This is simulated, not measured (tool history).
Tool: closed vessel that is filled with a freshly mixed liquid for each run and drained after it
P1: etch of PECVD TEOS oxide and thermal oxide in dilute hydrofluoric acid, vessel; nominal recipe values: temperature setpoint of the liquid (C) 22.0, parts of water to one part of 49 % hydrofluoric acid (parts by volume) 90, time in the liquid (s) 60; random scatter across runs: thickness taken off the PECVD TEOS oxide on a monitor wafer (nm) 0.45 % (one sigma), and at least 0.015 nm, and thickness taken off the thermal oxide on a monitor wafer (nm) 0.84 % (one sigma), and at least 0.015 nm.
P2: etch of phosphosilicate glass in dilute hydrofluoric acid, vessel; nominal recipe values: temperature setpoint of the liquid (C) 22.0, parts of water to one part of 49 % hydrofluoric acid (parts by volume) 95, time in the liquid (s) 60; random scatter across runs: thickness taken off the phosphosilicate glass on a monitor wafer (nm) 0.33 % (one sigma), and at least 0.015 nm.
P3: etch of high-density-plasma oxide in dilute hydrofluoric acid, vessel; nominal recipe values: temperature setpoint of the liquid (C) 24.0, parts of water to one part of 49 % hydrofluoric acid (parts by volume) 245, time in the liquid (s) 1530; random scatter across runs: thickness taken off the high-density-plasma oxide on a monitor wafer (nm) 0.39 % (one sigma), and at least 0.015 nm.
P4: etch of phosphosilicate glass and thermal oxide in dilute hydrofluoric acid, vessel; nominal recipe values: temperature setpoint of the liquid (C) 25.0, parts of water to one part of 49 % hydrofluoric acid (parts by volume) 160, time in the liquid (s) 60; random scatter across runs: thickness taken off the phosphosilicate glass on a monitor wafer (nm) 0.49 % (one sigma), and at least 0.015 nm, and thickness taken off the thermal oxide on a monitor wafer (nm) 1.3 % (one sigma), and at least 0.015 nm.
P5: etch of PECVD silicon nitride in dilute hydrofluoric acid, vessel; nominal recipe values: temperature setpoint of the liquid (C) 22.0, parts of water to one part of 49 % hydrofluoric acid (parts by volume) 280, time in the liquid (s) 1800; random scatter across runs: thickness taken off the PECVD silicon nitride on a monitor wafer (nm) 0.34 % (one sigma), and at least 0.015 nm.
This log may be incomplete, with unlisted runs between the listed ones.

run   hour  process that ran  temperature setpoint of the liquid (C)  parts of water to one part of 49 % hydrofluoric acid (parts by volume)  time in the liquid (s)  thickness taken off the PECVD TEOS oxide on a monitor wafer (nm)  thickness taken off the thermal oxide on a monitor wafer (nm)  thickness taken off the high-density-plasma oxide on a monitor wafer (nm)  thickness taken off the PECVD silicon nitride on a monitor wafer (nm)  thickness taken off the phosphosilicate glass on a monitor wafer (nm)
  1    6.8                P1                                    22.0                                                                      90                      60                                                           13.4710                                                         2.9286
  2   10.6                P3                                    17.0                                                                     245                    1530                                                                                                                                                                                                      45.502
  3   14.3                P5                                    22.0                                                                     505                    1800                                                                                                                                                                                                                                                                             5.4413
  4   21.7                P1                                    22.0                                                                     150                      60                                                            7.4764                                                         1.6225
  5   28.9                P1                                    22.0                                                                      90                      60                                                           13.4150                                                         2.9180
  6   32.8                P1                                    22.0                                                                      90                     105                                                           23.4200                                                         5.0909
  7   38.6                P5                                    22.0                                                                     280                     610                                                                                                                                                                                                                                                                             3.2606
  8   43.3                P2                                    22.0                                                                      95                      60                                                                                                                                                                                                                                                                                                                                                    88.382
  9   48.8                P1                                    17.0                                                                      90                      60                                                           10.8550                                                         2.3472
 10   54.7                P4                                    19.5                                                                     160                      60                                                                                                                           1.3874                                                                                                                                                                                                                   49.267
 11   59.7                P4                                    25.0                                                                      85                      60                                                                                                                           3.6183                                                                                                                                                                                                                  126.060
 12   63.2                P3                                    24.0                                                                     370                    1530                                                                                                                                                                                                      34.674
 13   68.9                P5                                    22.0                                                                     280                    1800                                                                                                                                                                                                                                                                             9.6210
 14   73.6                P1                                    22.0                                                                      90                      60                                                           13.4350                                                         2.8859
 15   77.3                P4                                    25.0                                                                     160                      60                                                                                                                           1.7282                                                                                                                                                                                                                   60.899
 16   80.7                P1                                    22.0                                                                      50                      30                                                           12.5540                                                         2.7404
 17   86.2                P1                                    22.0                                                                      90                      60                                                           13.2510                                                         2.8446
 18   92.1                P5                                    17.0                                                                     280                    1800                                                                                                                                                                                                                                                                             7.0408
 19   98.0                P4                                    25.0                                                                     160                     100                                                                                                                           2.9042                                                                                                                                                                                                                  100.910
 20  104.5                P2                                    22.0                                                                      95                      30                                                                                                                                                                                                                                                                                                                                                    44.188
 21  108.4                P2                                    29.5                                                                      95                      60                                                                                                                                                                                                                                                                                                                                                   118.210
 22  112.2                P1                                    17.0                                                                      90                      30                                                            5.4263                                                         1.1726
 23  119.6                P1                                    29.0                                                                      90                      60                                                           17.7100                                                         3.8398
 24  123.2                P1                                    22.0                                                                      90                      60                                                           13.3530                                                         2.8717
 25  127.2                P3                                    24.0                                                                     245                    1530                                                                                                                                                                                                      59.378
 26  132.6                P5                                    22.0                                                                     280                    1800                                                                                                                                                                                                                                                                             9.6846
 27  137.7                P3                                    24.0                                                                     245                    2850                                                                                                                                                                                                     110.390
 28  144.4                P1                                    22.0                                                                      90                      30                                                            6.7454                                                         1.4202
 29  151.4                P1                                    22.0                                                                      90                      60                                                           13.3440                                                         2.8442
 30  156.9                P1                                    22.0                                                                      90                      60                                                           13.5090                                                         2.8910
 31  160.9                P2                                    22.0                                                                      20                      60                                                                                                                                                                                                                                                                                                                                                   457.980
 32  166.1                P1                                    22.0                                                                      50                      60                                                           25.1570                                                         5.4838
 33  172.3                P1                                    22.0                                                                      90                      60                                                           13.4620                                                         2.9043
 34  178.6                P1                                    22.0                                                                      90                      60                                                           13.0990                                                         2.7714
 35  185.4                P1                                    22.0                                                                      90                      60                                                           12.8670                                                         2.7981
 36  190.1                P1                                    22.0                                                                      90                      60                                                           12.6980                                                         2.7122
 37  195.3                P1                                    22.0                                                                      90                      60                                                           12.6380                                                         2.7334
 38  202.5                P1                                    22.0                                                                      90                      60                                                           12.4350                                                         2.7133
 39  207.6                P1                                    22.0                                                                      90                      60                                                           12.6100                                                         2.7388
 40  211.4                P1                                    22.0                                                                      90                      60                                                           12.4890                                                         2.7113
 41  218.5                P1                                    22.0                                                                      90                      60                                                           12.4510                                                         2.6883
 42  222.8                P1                                    22.0                                                                      90                      60                                                           12.5170                                                         2.7293
 43  228.1                P1                                    22.0                                                                      90                      60                                                           12.4950                                                         2.7000
 44  233.4                P1                                    22.0                                                                      90                      60                                                           12.3860                                                         2.6893

Something has made what P1 gives creep away from where it was; the 2 causes below, each at its own stated size, fit the log equally well:
A: hydrofluoric acid flow below the setpoint (%) = 6.17
B: liquid colder than its thermometer reads (K) = 1.73
Onset of the creep was near hour 172.3.

Listed below are the offered check runs, one wafer per run, with question marks in place of results. For which of them would the causes give clearly different outcomes?
check 1  238.7                P4                                    21.0                                                                      95                      60                                                                                                                                ?                                                                                                                                                                                                                        ?
check 2  238.7                P2                                    29.0                                                                      20                      60                                                                                                                                                                                                                                                                                                                                                         ?
check 3  238.7                P5                                    17.0                                                                     280                    1800                                                                                                                                                                                                                                                                                  ?
check 4  238.7                P3                                    17.0                                                                     245                    1530                                                                                                                                                                                                           ?

Expected result of each check under each candidate cause:
  check                                                                     result     if A     if B
check 1              thickness taken off the thermal oxide on a monitor wafer (nm)   2.5232   2.5224
check 1      thickness taken off the phosphosilicate glass on a monitor wafer (nm)   87.951   87.923
check 2      thickness taken off the phosphosilicate glass on a monitor wafer (nm)  578.920  576.080
check 3      thickness taken off the PECVD silicon nitride on a monitor wafer (nm)   6.5883   6.2398
check 4  thickness taken off the high-density-plasma oxide on a monitor wafer (nm)   42.255   42.665
Separation of the two closest causes in each check, using whichever result separates them best: check 1 0.03 %; check 2 0.49 %; check 3 5.44 %; check 4 0.96 %
The causes can be told apart only by check 3. The other checks would give nearly the same results under each of them.

Running check 3 produced the following: thickness taken off the PECVD silicon nitride on a monitor wafer (nm) 6.2567. Which one of the listed causes fits?

It is B: liquid colder than its thermometer reads (K).

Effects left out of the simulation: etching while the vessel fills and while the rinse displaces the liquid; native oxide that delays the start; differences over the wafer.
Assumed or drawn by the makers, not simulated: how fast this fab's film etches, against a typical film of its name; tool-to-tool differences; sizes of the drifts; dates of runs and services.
